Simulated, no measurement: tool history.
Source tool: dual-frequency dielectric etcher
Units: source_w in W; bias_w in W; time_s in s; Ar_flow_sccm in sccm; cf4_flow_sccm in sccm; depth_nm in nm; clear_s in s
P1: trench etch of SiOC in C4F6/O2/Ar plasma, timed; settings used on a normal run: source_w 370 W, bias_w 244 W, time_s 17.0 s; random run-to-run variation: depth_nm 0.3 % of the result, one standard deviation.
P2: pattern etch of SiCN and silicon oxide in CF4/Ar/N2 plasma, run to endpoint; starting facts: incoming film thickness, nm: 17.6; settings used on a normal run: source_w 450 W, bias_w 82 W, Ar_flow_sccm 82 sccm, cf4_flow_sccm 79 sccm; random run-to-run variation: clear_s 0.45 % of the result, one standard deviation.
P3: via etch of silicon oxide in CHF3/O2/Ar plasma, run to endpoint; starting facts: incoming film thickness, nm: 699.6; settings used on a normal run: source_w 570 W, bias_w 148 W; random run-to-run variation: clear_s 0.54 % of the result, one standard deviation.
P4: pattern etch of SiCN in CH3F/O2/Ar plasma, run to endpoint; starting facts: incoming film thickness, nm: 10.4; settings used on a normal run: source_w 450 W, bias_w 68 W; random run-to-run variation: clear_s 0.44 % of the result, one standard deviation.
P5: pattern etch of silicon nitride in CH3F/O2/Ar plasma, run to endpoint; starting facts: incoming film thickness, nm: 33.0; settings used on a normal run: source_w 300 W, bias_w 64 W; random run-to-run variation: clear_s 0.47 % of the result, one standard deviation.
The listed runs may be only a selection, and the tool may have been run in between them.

| run | hour | process | source_w | bias_w | time_s | Ar_flow_sccm | cf4_flow_sccm | depth_nm | clear_s |
|---|---|---|---|---|---|---|---|---|---|
| 1 | 7.7 | P1 | 370 | 244 | 17.0 |  |  | 36.849 |  |
| 2 | 16.5 | P3 | 570 | 207 |  |  |  |  | 322.740 |
| 3 | 27.7 | P2 | 290 | 82 |  | 82 | 79 |  | 28.417 |
| 4 | 34.6 | P1 | 370 | 244 | 17.0 |  |  | 36.702 |  |
| 5 | 43.4 | P1 | 370 | 244 | 24.0 |  |  | 51.672 |  |
| 6 | 50.4 | P3 | 570 | 148 |  |  |  |  | 362.420 |
| 7 | 57.4 | P1 | 370 | 244 | 13.0 |  |  | 28.179 |  |
| 8 | 64.0 | P1 | 370 | 244 | 17.0 |  |  | 36.821 |  |
| 9 | 70.4 | P3 | 570 | 148 |  |  |  |  | 361.270 |
| 10 | 78.1 | P1 | 450 | 244 | 17.0 |  |  | 39.780 |  |
| 11 | 88.1 | P1 | 280 | 244 | 17.0 |  |  | 33.158 |  |
| 12 | 99.9 | P4 | 450 | 68 |  |  |  |  | 26.893 |
| 13 | 109.0 | P4 | 280 | 68 |  |  |  |  | 31.988 |
| 14 | 120.3 | P2 | 450 | 59 |  | 82 | 79 |  | 21.417 |
| 15 | 129.5 | P5 | 300 | 48 |  |  |  |  | 61.030 |
| 16 | 136.4 | P3 | 790 | 148 |  |  |  |  | 316.140 |
| 17 | 147.5 | P1 | 230 | 244 | 24.5 |  |  | 44.181 |  |
| 18 | 157.6 | P5 | 300 | 64 |  |  |  |  | 55.637 |
| 19 | 165.4 | P1 | 370 | 244 | 17.0 |  |  | 36.831 |  |
| 20 | 172.3 | P2 | 450 | 82 |  | 112 | 79 |  | 20.090 |
| 21 | 182.6 | P5 | 180 | 64 |  |  |  |  | 67.691 |
| 22 | 195.2 | P2 | 450 | 82 |  | 82 | 79 |  | 19.253 |
| 23 | 206.3 | P1 | 370 | 345 | 17.0 |  |  | 41.519 |  |
| 24 | 217.3 | P1 | 370 | 244 | 17.0 |  |  | 36.619 |  |
| 25 | 225.1 | P4 | 450 | 90 |  |  |  |  | 24.344 |
| 26 | 231.2 | P2 | 450 | 82 |  | 82 | 106 |  | 18.573 |
| 27 | 237.3 | P2 | 450 | 82 |  | 82 | 79 |  | 19.241 |
| 28 | 243.2 | P1 | 370 | 150 | 17.0 |  |  | 31.306 |  |
| 29 | 255.5 | P1 | 370 | 244 | 17.0 |  |  | 36.767 |  |
| 30 | 263.6 | P1 | 370 | 244 | 17.0 |  |  | 36.733 |  |
| 31 | 272.4 | P1 | 370 | 244 | 17.0 |  |  | 37.106 |  |
| 32 | 278.7 | P1 | 370 | 244 | 17.0 |  |  | 37.176 |  |
| 33 | 285.0 | P1 | 370 | 244 | 17.0 |  |  | 37.131 |  |
|  | 293.1 | wet clean of the chamber |
| 34 | 296.5 | P1 | 370 | 244 | 17.0 |  |  | 37.345 |  |
| 35 | 306.0 | P1 | 370 | 244 | 17.0 |  |  | 37.326 |  |
| 36 | 312.9 | P1 | 370 | 244 | 17.0 |  |  | 37.337 |  |
| 37 | 320.2 | P1 | 370 | 244 | 17.0 |  |  | 37.548 |  |
| 38 | 333.3 | P1 | 370 | 244 | 17.0 |  |  | 37.206 |  |
| 39 | 340.1 | P1 | 370 | 244 | 17.0 |  |  | 37.142 |  |
| 40 | 352.1 | P1 | 370 | 244 | 17.0 |  |  | 37.120 |  |

P1 no longer gives what it gave before; its output has crept away from where it was. The following 2 causes, each at its listed size, fit the log equally well:
A: source power that arrives over what is set, % = 4.05
B: bias power that arrives over what is set, % = 4.57
The gradual shift began around hour 255.5.
The rest of the possible causes, and what rules out each one:
chamber walls in a state that raises the etch rate, %: serviced after onset, at hour 293.1, with no recovery of the prior output

The list below offers 4 check runs, each averaging the results of 3 wafers, and shows each result as a question mark. For which of them would the listed causes give clearly different results?
| check 1 | 364.1 | P4 | 450 | 68 |  |  |  |  | ? |
| check 2 | 364.1 | P2 | 450 | 82 |  | 82 | 79 |  | ? |
| check 3 | 364.1 | P3 | 570 | 148 |  |  |  |  | ? |
| check 4 | 364.1 | P5 | 300 | 64 |  |  |  |  | ? |

How each check would come out, cause by cause:
| check | result | if A | if B |
|---|---|---|---|
| check 1 | clear_s | 26.430 | 26.417 |
| check 2 | clear_s | 18.602 | 18.982 |
| check 3 | clear_s | 353.810 | 354.100 |
| check 4 | clear_s | 54.851 | 54.837 |
Minimum pairwise separation of causes per check, each pair taken at its best-separating result: check 1 0.05 %; check 2 2.02 %; check 3 0.08 %; check 4 0.02 %
Only check 2 tells the causes apart: in the others they would give nearly the same result.

Then check 2 was run and gave: clear_s 18.993 s. Which cause is it?

It is B: bias power that arrives over what is set, %.
